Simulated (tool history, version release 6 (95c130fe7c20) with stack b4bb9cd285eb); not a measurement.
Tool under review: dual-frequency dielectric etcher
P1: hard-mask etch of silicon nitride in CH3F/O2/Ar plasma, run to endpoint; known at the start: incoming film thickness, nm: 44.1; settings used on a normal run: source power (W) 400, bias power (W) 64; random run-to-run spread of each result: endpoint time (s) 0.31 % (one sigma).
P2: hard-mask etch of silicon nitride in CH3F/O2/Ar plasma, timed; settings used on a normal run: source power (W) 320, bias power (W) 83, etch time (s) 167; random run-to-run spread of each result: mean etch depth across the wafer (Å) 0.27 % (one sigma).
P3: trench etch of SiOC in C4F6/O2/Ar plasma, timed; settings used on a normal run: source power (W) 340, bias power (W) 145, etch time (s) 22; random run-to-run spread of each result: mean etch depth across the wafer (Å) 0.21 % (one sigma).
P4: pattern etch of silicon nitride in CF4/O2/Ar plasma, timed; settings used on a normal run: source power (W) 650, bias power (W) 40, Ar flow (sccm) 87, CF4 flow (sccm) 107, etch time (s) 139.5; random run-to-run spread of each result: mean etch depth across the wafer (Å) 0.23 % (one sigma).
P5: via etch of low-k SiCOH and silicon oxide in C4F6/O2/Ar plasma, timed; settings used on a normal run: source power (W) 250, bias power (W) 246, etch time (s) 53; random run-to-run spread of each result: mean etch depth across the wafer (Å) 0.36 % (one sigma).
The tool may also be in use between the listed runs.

run	hour	process that ran	source power (W)	bias power (W)	etch time (s)	Ar flow (sccm)	CF4 flow (sccm)	hours since the last wet clean	hours since the last source power generator calibration	hours since the last bias power generator calibration	endpoint time (s)	mean etch depth across the wafer (Å)
1	9.9	P1	400	64				223.5	752.4	1345.8	66.113	
2	18.4	P5	250	168	53			232	760.9	1354.3		1013.5
3	33.7	P1	400	80				247.3	776.2	1369.6	61.064	
4	45.5	P2	320	83	101.5			259.1	788	1381.4		702.75
5	61.6	P3	210	145	22			275.2	804.1	1397.5		334.68
6	73.7	P5	150	246	53			287.3	816.2	1409.6		946.89
7	92.4	P4	650	40	139.5	87	139	306	834.9	1428.3		3165.7
8	101.2	P3	340	145	32			314.8	843.7	1437.1		589.14
9	111.2	P2	320	83	167			324.8	853.7	1447.1		1159.7
10	122.7	P4	390	40	139.5	87	107	336.3	865.2	1458.6		1954.9
11	131.3	P4	650	40	189.5	87	107	344.9	873.8	1467.2		4176.8
12	140.6	P1	480	64				354.2	883.1	1476.5	61.295	
13	153	P1	480	87				366.6	895.5	1488.9	55.324	
14	165.6	P3	340	145	22			379.2	908.1	1501.5		406.01
15	184.4	P1	400	46				398	926.9	1520.3	73.182	
16	203	P1	400	64				416.6	945.5	1538.9	65.837	
17	217.8	P2	190	83	167			431.4	960.3	1553.7		958.78
18	227.7	P2	320	83	167			441.3	970.2	1563.6		1155.8
19	239.3	P2	320	112	167			452.9	981.8	1575.2		1292.9
20	249.2	P4	650	40	139.5	87	107	462.8	991.7	1585.1		3067.6
21	266.6	P3	340	195	22			480.2	1009.1	1602.5		446.3
22	276.1	P1	400	64				489.7	1018.6	1612	65.875	
23	292.6	P4	650	40	139.5	108	107	506.2	1035.1	1628.5		2983.1
24	309.9	P5	250	246	53			523.5	1052.4	1645.8		1144
25	320.9	P4	650	40	139.5	87	107	534.5	1063.4	1656.8		3075.5
26	336	P1	300	64				549.6	1078.5	1671.9	73.655	
27	352.2	P5	250	246	53			565.8	1094.7	1688.1		1142.4
28	364.7	P1	400	64				578.3	1107.2	1700.6	65.732	
29	380.6	P1	560	80				594.2	1123.1	1716.5	53.886	
30	396.5	P5	250	246	75.5			610.1	1139	1732.4		1642.5
31	405.1	P1	400	64				618.7	1147.6	1741	65.86	
32	422.1	P4	650	27	139.5	87	107	635.7	1164.6	1758		2703.9
33	441.1	P1	400	64				654.7	1183.6	1777	65.92	
34	459.7	P1	400	64				673.3	1202.2	1795.6	66.248	
35	471.2	P1	400	64				684.8	1213.7	1807.1	66.34	
36	484.8	P1	400	64				698.4	1227.3	1820.7	66.822	
# hour 488.9: wet clean of the chamber
37	494.5	P1	400	64				5.7	1237	1830.4	66.693	
38	507.1	P1	400	64				18.3	1249.6	1843	66.756	
39	516	P1	400	64				27.2	1258.5	1851.9	66.908	
40	526	P1	400	64				37.2	1268.5	1861.9	66.284	
41	534.3	P1	400	64				45.5	1276.8	1870.2	66.956	

Predict the results of run 42:
42	547	P1	400	64				58.2	1289.5	1882.9	?	

{"run 42": {"endpoint time (s)": 66.824}}

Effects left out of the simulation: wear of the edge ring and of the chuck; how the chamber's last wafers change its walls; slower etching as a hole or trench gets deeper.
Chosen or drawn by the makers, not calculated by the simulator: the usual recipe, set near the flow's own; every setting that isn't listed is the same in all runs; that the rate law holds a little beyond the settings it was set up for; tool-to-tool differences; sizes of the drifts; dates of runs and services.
